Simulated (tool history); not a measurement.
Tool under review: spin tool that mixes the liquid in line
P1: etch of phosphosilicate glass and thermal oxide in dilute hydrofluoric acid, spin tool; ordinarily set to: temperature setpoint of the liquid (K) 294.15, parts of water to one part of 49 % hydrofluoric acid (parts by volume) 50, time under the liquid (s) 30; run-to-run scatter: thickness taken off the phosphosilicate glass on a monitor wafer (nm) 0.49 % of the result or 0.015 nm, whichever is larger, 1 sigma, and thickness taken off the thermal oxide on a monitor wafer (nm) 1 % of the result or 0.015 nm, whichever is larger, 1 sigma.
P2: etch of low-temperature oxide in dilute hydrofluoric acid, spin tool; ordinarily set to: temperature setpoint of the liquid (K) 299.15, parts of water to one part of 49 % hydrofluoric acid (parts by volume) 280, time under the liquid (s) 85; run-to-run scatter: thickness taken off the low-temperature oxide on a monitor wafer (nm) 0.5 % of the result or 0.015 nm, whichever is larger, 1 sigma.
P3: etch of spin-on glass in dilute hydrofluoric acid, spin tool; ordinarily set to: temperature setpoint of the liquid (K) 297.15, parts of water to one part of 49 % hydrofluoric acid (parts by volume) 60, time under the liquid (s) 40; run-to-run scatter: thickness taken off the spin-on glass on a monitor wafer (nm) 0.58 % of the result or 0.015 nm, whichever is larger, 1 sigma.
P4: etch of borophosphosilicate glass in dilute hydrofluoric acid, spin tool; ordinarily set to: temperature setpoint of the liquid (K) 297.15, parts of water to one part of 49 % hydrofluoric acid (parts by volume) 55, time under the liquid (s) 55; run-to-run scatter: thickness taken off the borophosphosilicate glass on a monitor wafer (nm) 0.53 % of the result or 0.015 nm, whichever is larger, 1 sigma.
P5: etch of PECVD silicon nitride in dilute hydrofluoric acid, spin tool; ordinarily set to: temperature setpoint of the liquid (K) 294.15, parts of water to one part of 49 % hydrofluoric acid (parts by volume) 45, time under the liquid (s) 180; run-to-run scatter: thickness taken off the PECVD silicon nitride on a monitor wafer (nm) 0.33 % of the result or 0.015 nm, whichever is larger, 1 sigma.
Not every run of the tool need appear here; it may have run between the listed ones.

run	hour	process that ran	temperature setpoint of the liquid (K)	parts of water to one part of 49 % hydrofluoric acid (parts by volume)	time under the liquid (s)	hours since the thermometer was replaced	hours since the hydrofluoric acid flow meter was replaced	thickness taken off the phosphosilicate glass on a monitor wafer (nm)	thickness taken off the thermal oxide on a monitor wafer (nm)	thickness taken off the low-temperature oxide on a monitor wafer (nm)	thickness taken off the PECVD silicon nitride on a monitor wafer (nm)	thickness taken off the spin-on glass on a monitor wafer (nm)	thickness taken off the borophosphosilicate glass on a monitor wafer (nm)
1	11.7	P1	294.15	50	30	231.5	235.5	63.941	2.61700				
2	20.9	P1	294.15	50	30	240.7	244.7	63.998	2.66320				
3	38.0	P2	291.65	280	85	257.8	261.8			3.7166			
4	55.3	P1	294.15	50	30	275.1	279.1	64.414	2.56190				
5	70.7	P5	294.15	30	180	290.5	294.5				14.0000		
6	79.4	P3	297.15	30	40	299.2	303.2					61.019	
7	92.3	P1	294.15	50	30	312.1	316.1	63.725	2.62380				
8	108.8	P4	297.15	55	55	328.6	332.6						56.999
9	127.1	P4	305.15	55	55	346.9	350.9						78.101
10	135.7	P2	299.15	280	35	355.5	359.5			1.9637			
11	143.7	P3	297.15	60	40	363.5	367.5					28.974	
12	157.4	P1	299.65	50	30	377.2	381.2	80.903	3.25720				
13	170.5	P2	299.15	115	85	390.3	394.3			14.1020			
14	184.4	P5	294.15	45	180	404.2	408.2				9.4052		
15	196.4	P1	290.15	50	30	416.2	420.2	54.199	2.24170				
16	207.9	P2	299.15	280	85	427.7	431.7			4.8400			
17	223.9	P4	297.15	55	110	443.7	447.7						114.240
18	238.8	P2	299.15	280	85	458.6	462.6			4.8459			
19	255.6	P5	290.15	45	180	475.4	479.4				7.1586		
20	270.5	P4	297.15	90	55	490.3	494.3						33.275
21	286.5	P4	297.15	55	55	506.3	510.3						56.998
22	301.7	P3	297.15	60	60	521.5	525.5					44.061	
23	310.4	P1	294.15	50	15	530.2	534.2	31.784	1.32070				
24	321.1	P1	294.15	80	30	540.9	544.9	38.656	1.59850				
25	333.0	P1	294.15	50	60	552.8	556.8	128.340	5.36280				
26	345.3	P5	294.15	45	325	565.1	569.1				17.0410		
27	362.5	P1	294.15	70	15	582.3	586.3	22.126	0.90358				
28	371.3	P1	294.15	20	30	591.1	595.1	166.490	6.72120				
29	381.9	P1	294.15	50	30	601.7	605.7	64.534	2.59920				
30	389.9	P3	293.15	60	40	609.7	613.7					24.912	
31	402.4	P1	294.15	50	30	622.2	626.2	63.764	2.61380				
32	410.5	P1	294.15	50	30	630.3	634.3	62.619	2.60440				
33	421.0	P1	294.15	50	30	640.8	644.8	62.519	2.60590				
34	435.2	P1	294.15	50	30	655.0	659.0	61.318	2.54630				

For run 35, what comes out?
35	450.5	P1	294.15	50	30	670.3	674.3	?	?				

Run 35 produced thickness taken off the phosphosilicate glass on a monitor wafer (nm) 60.324, thickness taken off the thermal oxide on a monitor wafer (nm) 2.50020.

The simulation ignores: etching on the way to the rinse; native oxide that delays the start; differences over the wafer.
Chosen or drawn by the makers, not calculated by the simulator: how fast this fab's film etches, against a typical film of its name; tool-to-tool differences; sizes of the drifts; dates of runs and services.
